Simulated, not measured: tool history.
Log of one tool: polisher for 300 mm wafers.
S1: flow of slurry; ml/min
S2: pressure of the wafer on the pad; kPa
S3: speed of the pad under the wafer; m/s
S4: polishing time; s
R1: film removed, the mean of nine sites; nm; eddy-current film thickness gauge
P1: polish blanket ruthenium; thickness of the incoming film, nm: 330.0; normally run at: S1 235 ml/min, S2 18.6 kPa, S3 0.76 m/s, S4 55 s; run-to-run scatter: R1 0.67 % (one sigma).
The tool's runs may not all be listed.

{"run": 1, "hour": 14.0, "S1": 235, "S2": 18.6, "S3": 0.76, "S4": 55, "R1": 58.267}
{"run": 2, "hour": 24.6, "S1": 235, "S2": 18.6, "S3": 0.76, "S4": 70, "R1": 74.723}
{"run": 3, "hour": 35.2, "S1": 140, "S2": 18.6, "S3": 0.76, "S4": 55, "R1": 54.449}
{"run": 4, "hour": 51.4, "S1": 235, "S2": 18.6, "S3": 0.76, "S4": 55, "R1": 57.866}
{"run": 5, "hour": 60.2, "S1": 235, "S2": 18.6, "S3": 0.76, "S4": 29, "R1": 30.975}
{"run": 6, "hour": 77.0, "S1": 235, "S2": 26.9, "S3": 0.76, "S4": 55, "R1": 84.227}
{"run": 7, "hour": 86.4, "S1": 235, "S2": 18.6, "S3": 1.02, "S4": 55, "R1": 78.224}
{"run": 8, "hour": 94.3, "S1": 350, "S2": 18.6, "S3": 0.52, "S4": 55, "R1": 41.619}
{"run": 9, "hour": 107.6, "S1": 235, "S2": 18.6, "S3": 0.76, "S4": 55, "R1": 58.357}
{"run": 10, "hour": 120.3, "S1": 235, "S2": 18.6, "S3": 0.54, "S4": 55, "R1": 41.808}
{"run": 11, "hour": 133.0, "S1": 235, "S2": 18.6, "S3": 0.76, "S4": 55, "R1": 58.521}
{"run": 12, "hour": 149.0, "S1": 235, "S2": 18.6, "S3": 0.76, "S4": 55, "R1": 58.734}
{"run": 13, "hour": 162.4, "S1": 235, "S2": 9.7, "S3": 0.76, "S4": 55, "R1": 30.231}
{"run": 14, "hour": 175.9, "S1": 235, "S2": 18.6, "S3": 0.76, "S4": 55, "R1": 58.289}
{"hour": 181.9, "done": "head pressure recalibrated"}
{"run": 15, "hour": 193.6, "S1": 320, "S2": 18.6, "S3": 0.76, "S4": 55, "R1": 59.956}
{"run": 16, "hour": 207.8, "S1": 235, "S2": 18.6, "S3": 0.76, "S4": 55, "R1": 58.146}
{"run": 17, "hour": 223.4, "S1": 235, "S2": 18.6, "S3": 0.76, "S4": 55, "R1": 56.966}
{"run": 18, "hour": 235.6, "S1": 235, "S2": 18.6, "S3": 0.76, "S4": 55, "R1": 55.962}

The next listed run, before its measurement:
{"run": 19, "hour": 247.2, "S1": 235, "S2": 18.6, "S3": 0.76, "S4": 55, "R1": "?"}

R1: 56.218 nm

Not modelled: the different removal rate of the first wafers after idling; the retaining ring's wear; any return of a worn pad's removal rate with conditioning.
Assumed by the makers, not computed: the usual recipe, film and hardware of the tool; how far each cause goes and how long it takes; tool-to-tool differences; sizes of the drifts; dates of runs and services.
